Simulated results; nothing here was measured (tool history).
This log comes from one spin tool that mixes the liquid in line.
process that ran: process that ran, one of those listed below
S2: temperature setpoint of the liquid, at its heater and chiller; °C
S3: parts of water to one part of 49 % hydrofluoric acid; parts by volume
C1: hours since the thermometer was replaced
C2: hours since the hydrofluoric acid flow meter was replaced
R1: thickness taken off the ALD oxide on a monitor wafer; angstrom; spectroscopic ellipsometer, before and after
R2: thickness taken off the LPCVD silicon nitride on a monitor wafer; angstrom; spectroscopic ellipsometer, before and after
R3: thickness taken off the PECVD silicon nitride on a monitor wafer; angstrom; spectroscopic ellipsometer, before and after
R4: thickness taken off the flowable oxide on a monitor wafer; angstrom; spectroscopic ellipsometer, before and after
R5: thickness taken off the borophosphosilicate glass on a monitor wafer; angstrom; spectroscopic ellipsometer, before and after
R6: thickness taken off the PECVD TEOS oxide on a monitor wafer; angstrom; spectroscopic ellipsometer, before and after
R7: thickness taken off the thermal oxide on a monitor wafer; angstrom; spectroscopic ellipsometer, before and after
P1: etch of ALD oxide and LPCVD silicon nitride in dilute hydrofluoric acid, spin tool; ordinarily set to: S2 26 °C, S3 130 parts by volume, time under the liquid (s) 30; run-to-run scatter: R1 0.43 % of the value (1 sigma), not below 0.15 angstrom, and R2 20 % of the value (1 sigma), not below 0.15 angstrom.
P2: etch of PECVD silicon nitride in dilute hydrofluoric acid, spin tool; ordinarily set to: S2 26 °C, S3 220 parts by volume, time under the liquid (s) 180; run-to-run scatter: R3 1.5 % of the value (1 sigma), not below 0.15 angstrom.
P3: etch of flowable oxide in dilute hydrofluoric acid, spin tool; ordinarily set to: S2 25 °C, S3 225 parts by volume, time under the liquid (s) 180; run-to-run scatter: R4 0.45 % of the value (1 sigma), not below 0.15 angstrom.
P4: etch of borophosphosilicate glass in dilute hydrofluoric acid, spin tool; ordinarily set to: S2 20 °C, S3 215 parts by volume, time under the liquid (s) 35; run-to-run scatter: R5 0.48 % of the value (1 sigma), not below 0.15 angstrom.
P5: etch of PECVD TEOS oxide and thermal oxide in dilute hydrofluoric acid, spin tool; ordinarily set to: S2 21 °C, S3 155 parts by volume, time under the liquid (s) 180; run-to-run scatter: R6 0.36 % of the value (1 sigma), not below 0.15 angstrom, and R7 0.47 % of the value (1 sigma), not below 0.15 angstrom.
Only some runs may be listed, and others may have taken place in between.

run 1 hour=4.7 | process_that_ran=P1 S2=26 S3=130 time_under_the_liquid_(s)=30 | C1=1041.9 C2=169.8 | R1=51.053 R2=1.0792
run 2 hour=11.2 | process_that_ran=P1 S2=26 S3=230 time_under_the_liquid_(s)=30 | C1=1048.4 C2=176.3 | R1=25.591 R2=0.81235
run 3 hour=18.1 | process_that_ran=P2 S2=26 S3=70 time_under_the_liquid_(s)=180 | C1=1055.3 C2=183.2 | R3=47.928
run 4 hour=23.9 | process_that_ran=P3 S2=25 S3=225 time_under_the_liquid_(s)=85 | C1=1061.1 C2=189 | R4=90.15
run 5 hour=30.3 | process_that_ran=P1 S2=26 S3=130 time_under_the_liquid_(s)=30 | C1=1067.5 C2=195.4 | R1=50.976 R2=0.84577
run 6 hour=36.3 | process_that_ran=P1 S2=26 S3=130 time_under_the_liquid_(s)=30 | C1=1073.5 C2=201.4 | R1=51.128 R2=1.6951
run 7 hour=44.9 | process_that_ran=P3 S2=25 S3=225 time_under_the_liquid_(s)=180 | C1=1082.1 C2=210 | R4=190.24
run 8 hour=49.2 | process_that_ran=P1 S2=26 S3=130 time_under_the_liquid_(s)=30 | C1=1086.4 C2=214.3 | R1=51.724 R2=1.3237
run 9 hour=57.3 | process_that_ran=P4 S2=20 S3=70 time_under_the_liquid_(s)=35 | C1=1094.5 C2=222.4 | R5=241.87
run 10 hour=65.6 | process_that_ran=P3 S2=25 S3=225 time_under_the_liquid_(s)=180 | C1=1102.8 C2=230.7 | R4=189.53
run 11 hour=70.1 | process_that_ran=P1 S2=26 S3=130 time_under_the_liquid_(s)=15 | C1=1107.3 C2=235.2 | R1=25.683 R2=0.93541
run 12 hour=76.8 | process_that_ran=P4 S2=20 S3=215 time_under_the_liquid_(s)=65 | C1=1114 C2=241.9 | R5=124.99
run 13 hour=82.3 | process_that_ran=P3 S2=19 S3=225 time_under_the_liquid_(s)=180 | C1=1119.5 C2=247.4 | R4=153.11
run 14 hour=90.4 | process_that_ran=P2 S2=26 S3=220 time_under_the_liquid_(s)=180 | C1=1127.6 C2=255.5 | R3=15.608
run 15 hour=97.8 | process_that_ran=P4 S2=20 S3=215 time_under_the_liquid_(s)=35 | C1=1135 C2=262.9 | R5=67.343
run 16 hour=105.2 | process_that_ran=P1 S2=26 S3=130 time_under_the_liquid_(s)=30 | C1=1142.4 C2=270.3 | R1=51.653 R2=0.9087
run 17 hour=112.9 | process_that_ran=P3 S2=25 S3=45 time_under_the_liquid_(s)=180 | C1=1150.1 C2=278 | R4=1181.4
run 18 hour=119.2 | process_that_ran=P1 S2=26 S3=200 time_under_the_liquid_(s)=15 | C1=1156.4 C2=284.3 | R1=15.63 R2=0.63404
run 19 hour=125.8 | process_that_ran=P4 S2=20 S3=215 time_under_the_liquid_(s)=35 | C1=1163 C2=290.9 | R5=67.498
run 20 hour=131.6 | process_that_ran=P5 S2=21 S3=155 time_under_the_liquid_(s)=50 | C1=1168.8 C2=296.7 | R6=51.992 R7=12.603
run 21 hour=136 | process_that_ran=P5 S2=21 S3=220 time_under_the_liquid_(s)=180 | C1=1173.2 C2=301.1 | R6=123.22 R7=30.172
run 22 hour=140.5 | process_that_ran=P1 S2=26 S3=130 time_under_the_liquid_(s)=60 | C1=1177.7 C2=305.6 | R1=103.19 R2=3.1238
run 23 hour=146.3 | process_that_ran=P1 S2=22.5 S3=130 time_under_the_liquid_(s)=45 | C1=1183.5 C2=311.4 | R1=67.443 R2=1.8748
run 24 hour=152.2 | process_that_ran=P4 S2=17 S3=215 time_under_the_liquid_(s)=35 | C1=1189.4 C2=317.3 | R5=59.646
run 25 hour=159.2 | process_that_ran=P2 S2=18 S3=220 time_under_the_liquid_(s)=180 | C1=1196.4 C2=324.3 | R3=9.2224
run 26 hour=166.5 | process_that_ran=P1 S2=33 S3=130 time_under_the_liquid_(s)=30 | C1=1203.7 C2=331.6 | R1=66.612 R2=3.2395
run 27 hour=173.6 | process_that_ran=P1 S2=21.5 S3=130 time_under_the_liquid_(s)=60 | C1=1210.8 C2=338.7 | R1=86.234 R2=2.685
run 28 hour=182 | process_that_ran=P1 S2=26 S3=130 time_under_the_liquid_(s)=30 | C1=1219.2 C2=347.1 | R1=51.368 R2=0.74919
run 29 hour=188.7 | process_that_ran=P1 S2=21 S3=130 time_under_the_liquid_(s)=30 | C1=1225.9 C2=353.8 | R1=42.87 R2=0.99434
run 30 hour=194 | process_that_ran=P1 S2=26 S3=130 time_under_the_liquid_(s)=30 | C1=1231.2 C2=359.1 | R1=51.897 R2=0.77354
run 31 hour=201.3 | process_that_ran=P5 S2=21 S3=155 time_under_the_liquid_(s)=180 | C1=1238.5 C2=366.4 | R6=187.59 R7=46.184
run 32 hour=207 | process_that_ran=P2 S2=26 S3=220 time_under_the_liquid_(s)=180 | C1=1244.2 C2=372.1 | R3=14.979
run 33 hour=213.1 | process_that_ran=P1 S2=26 S3=50 time_under_the_liquid_(s)=30 | C1=1250.3 C2=378.2 | R1=147.93 R2=4.1311
run 34 hour=220.9 | process_that_ran=P5 S2=24.5 S3=155 time_under_the_liquid_(s)=180 | C1=1258.1 C2=386 | R6=214.1 R7=52.492
run 35 hour=227.6 | process_that_ran=P5 S2=21 S3=155 time_under_the_liquid_(s)=180 | C1=1264.8 C2=392.7 | R6=188.02 R7=45.764
run 36 hour=231.4 | process_that_ran=P2 S2=26 S3=220 time_under_the_liquid_(s)=345 | C1=1268.6 C2=396.5 | R3=29.44
run 37 hour=235.2 | process_that_ran=P1 S2=26 S3=130 time_under_the_liquid_(s)=30 | C1=1272.4 C2=400.3 | R1=50.983 R2=1.461
run 38 hour=242.7 | process_that_ran=P1 S2=26 S3=130 time_under_the_liquid_(s)=30 | C1=1279.9 C2=407.8 | R1=52.632 R2=1.4243
run 39 hour=249 | process_that_ran=P1 S2=26 S3=130 time_under_the_liquid_(s)=30 | C1=1286.2 C2=414.1 | R1=53.263 R2=1.2949

Run 40 comes next. What will it give?
run 40 hour=255.9 | process_that_ran=P1 S2=26 S3=130 time_under_the_liquid_(s)=30 | C1=1293.1 C2=421 | R1=? R2=?

R1: 54.171 angstrom
R2: 2.0386 angstrom
